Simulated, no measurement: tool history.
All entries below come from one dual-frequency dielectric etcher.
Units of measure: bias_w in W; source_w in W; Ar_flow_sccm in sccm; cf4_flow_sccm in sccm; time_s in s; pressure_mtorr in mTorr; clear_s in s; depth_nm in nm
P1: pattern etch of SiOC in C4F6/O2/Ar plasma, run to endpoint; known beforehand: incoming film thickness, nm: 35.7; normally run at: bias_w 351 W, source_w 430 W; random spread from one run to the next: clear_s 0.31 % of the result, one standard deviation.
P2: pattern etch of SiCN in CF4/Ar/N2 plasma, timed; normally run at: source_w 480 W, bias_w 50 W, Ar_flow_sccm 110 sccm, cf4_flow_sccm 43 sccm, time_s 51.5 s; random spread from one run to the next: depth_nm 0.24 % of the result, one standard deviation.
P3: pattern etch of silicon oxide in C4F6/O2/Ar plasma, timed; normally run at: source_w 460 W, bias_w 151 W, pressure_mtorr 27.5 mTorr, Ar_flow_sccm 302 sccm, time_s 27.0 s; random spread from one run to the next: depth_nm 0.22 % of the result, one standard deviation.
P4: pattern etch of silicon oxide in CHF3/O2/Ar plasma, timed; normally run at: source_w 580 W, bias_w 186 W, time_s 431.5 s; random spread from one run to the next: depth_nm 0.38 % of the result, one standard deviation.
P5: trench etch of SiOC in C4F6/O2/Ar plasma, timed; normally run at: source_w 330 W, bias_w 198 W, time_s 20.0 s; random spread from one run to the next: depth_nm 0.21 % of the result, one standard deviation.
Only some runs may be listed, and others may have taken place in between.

run   hour  process  bias_w  source_w  Ar_flow_sccm  cf4_flow_sccm  time_s  pressure_mtorr  clear_s  depth_nm
  1    6.3       P1     351       430                                                        13.558
  2   10.8       P2      50       480           110             43    51.5                             36.675
  3   15.5       P1     351       430                                                        13.693
  4   19.7       P2      50       480           110             43    28.5                             20.326
  5   24.8       P3     151       460           302                   19.0            27.5             61.257
  6   28.1       P5     198       330                                 20.0                             40.430
  7   32.7       P3     151       630           302                   27.0            27.5             98.604
  8   38.6       P4     186       430                                431.5                            784.230
  9   42.7       P5     198       230                                 20.0                             35.254
 10   49.0       P5     198       330                                 20.0                             40.554
 11   52.3       P1     265       430                                                        14.870
 12   57.5       P3     189       460           302                   27.0            27.5             93.691
 13   62.4       P3     151       460           397                   27.0            27.5             84.534
 14   67.1       P5     266       330                                 20.0                             44.621
 15   72.1       P4     186       580                                431.5                            874.420
 16   78.2       P1     272       340                                                        16.259
 17   84.2       P1     351       590                                                        12.064
 18   90.7       P2      33       480           110             43    51.5                             31.972
 19   94.7       P1     351       430                                                        13.616
 20   98.3       P1     351       260                                                        16.312
 21  104.5       P3     151       460           302                   27.0            37.5             83.968
 22  107.7       P4     186       580                                431.5                            870.340
 23  110.6       P4     186       580                                251.5                            508.810
 24  114.5       P1     489       430                                                        12.137
 25  118.3       P3     151       460           302                   27.0            27.5             87.313
 26  123.9       P2      50       480            63             43    51.5                             40.704
 27  128.6       P2      50       480           110             59    51.5                             38.849
 28  131.7       P1     351       430                                                        13.568
 29  136.9       P4     240       580                                431.5                            954.070
 30  140.3       P1     267       270                                                        17.898
 31  143.8       P2      50       380           110             43    51.5                             29.943
 32  148.4       P5     198       330                                 14.0                             28.361
 33  152.4       P1     351       430                                                        13.583
 34  158.0       P1     351       430                                                        13.752
 35  161.1       P1     351       430                                                        13.696
     164.4  -- wet clean of the chamber
 36  166.9       P1     351       430                                                        13.814
 37  170.3       P1     351       430                                                        13.805
 38  175.9       P1     351       430                                                        13.869
 39  181.4       P1     351       430                                                        13.805

P1 no longer gives what it gave before; its output has crept away from where it was. The following 2 causes, each at its listed size, fit the log equally well:
A: source power that arrives under what is set, % = 4.09
B: bias power that arrives under what is set, % = 4.37
At approximately hour 152.4, the process output began to creep.
Excluded causes, each with its reason:
chamber walls in a state that lowers the etch rate, %: maintenance at hour 164.4, after the shift began, did not return the process to its former output

Listed below are the offered check runs, one wafer per run, with question marks in place of results. For which of them would the causes give clearly different outcomes?
check 1  186.9       P4     186       580                                431.5                                  ?
check 2  186.9       P2      50       480           110             43    51.5                                  ?
check 3  186.9       P5     198       330                                 20.0                                  ?
check 4  186.9       P3     151       460           302                   27.0            27.5                  ?

What each check would give under each cause:
  check    result     if A     if B
check 1  depth_nm  860.430  861.150
check 2  depth_nm   35.385   36.131
check 3  depth_nm   39.801   39.861
check 4  depth_nm   85.814   86.084
Minimum pairwise separation of causes per check, each pair taken at its best-separating result: check 1 0.08 %; check 2 2.09 %; check 3 0.15 %; check 4 0.32 %
Only in check 2 would the causes give clearly different results; in the remaining checks their results would be nearly the same.

Here is what check 2 returned: depth_nm 35.389 nm. Which cause is it?

It is A: source power that arrives under what is set, %.
